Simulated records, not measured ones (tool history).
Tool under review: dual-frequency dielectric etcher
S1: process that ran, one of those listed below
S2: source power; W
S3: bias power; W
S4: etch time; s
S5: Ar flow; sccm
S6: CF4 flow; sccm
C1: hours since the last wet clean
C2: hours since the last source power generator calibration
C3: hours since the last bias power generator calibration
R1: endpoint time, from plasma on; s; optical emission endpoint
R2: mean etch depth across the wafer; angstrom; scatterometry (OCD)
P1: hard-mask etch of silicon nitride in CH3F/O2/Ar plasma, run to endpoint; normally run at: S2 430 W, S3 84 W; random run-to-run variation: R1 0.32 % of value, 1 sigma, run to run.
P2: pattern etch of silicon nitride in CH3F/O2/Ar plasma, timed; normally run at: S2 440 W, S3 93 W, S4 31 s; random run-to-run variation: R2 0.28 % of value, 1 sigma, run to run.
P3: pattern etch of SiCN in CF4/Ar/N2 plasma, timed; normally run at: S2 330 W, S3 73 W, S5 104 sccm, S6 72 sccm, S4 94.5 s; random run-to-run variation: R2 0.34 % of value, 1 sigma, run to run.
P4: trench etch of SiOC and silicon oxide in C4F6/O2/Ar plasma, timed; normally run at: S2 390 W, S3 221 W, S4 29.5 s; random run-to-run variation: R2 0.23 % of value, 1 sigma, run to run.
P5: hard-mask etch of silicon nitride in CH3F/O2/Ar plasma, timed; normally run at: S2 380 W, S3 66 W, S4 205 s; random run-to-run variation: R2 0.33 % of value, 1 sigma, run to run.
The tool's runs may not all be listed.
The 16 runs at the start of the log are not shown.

run	hour	S1	S2	S3	S4	S5	S6	C1	C2	C3	R1	R2
17	94	P5	480	66	205			560.3	1877.1	25.4		1494.5
18	99.6	P1	590	111				565.9	1882.7	31	45.077	
19	106.6	P3	460	73	94.5	104	72	572.9	1889.7	38		836.73
20	110.6	P3	330	46	94.5	104	72	576.9	1893.7	42		531.53
21	114.9	P4	390	221	21			581.2	1898	46.3		436.93
22	121.7	P1	270	102				588	1904.8	53.1	62.283	
23	127.4	P1	430	50				593.7	1910.5	58.8	66.277	
24	132.7	P3	330	73	94.5	84	72	599	1915.8	64.1		641.74
25	139.6	P1	430	84				605.9	1922.7	71	55.751	
26	146.4	P3	330	73	94.5	104	72	612.7	1929.5	77.8		619.29
27	151.2	P4	390	221	29.5			617.5	1934.3	82.6		614.97
28	157.7	P1	430	84				624	1940.8	89.1	55.922	
29	161.9	P5	380	66	299.5			628.2	1945	93.3		1999.3
30	168.3	P1	430	84				634.6	1951.4	99.7	55.949	
31	175.9	P1	340	84				642.2	1959	107.3	61.159	

Run 32 is up next; what results do you expect?
32	180.5	P1	560	84				646.8	1963.6	111.9	?	

Logged for run 32: R1 50.71 s.
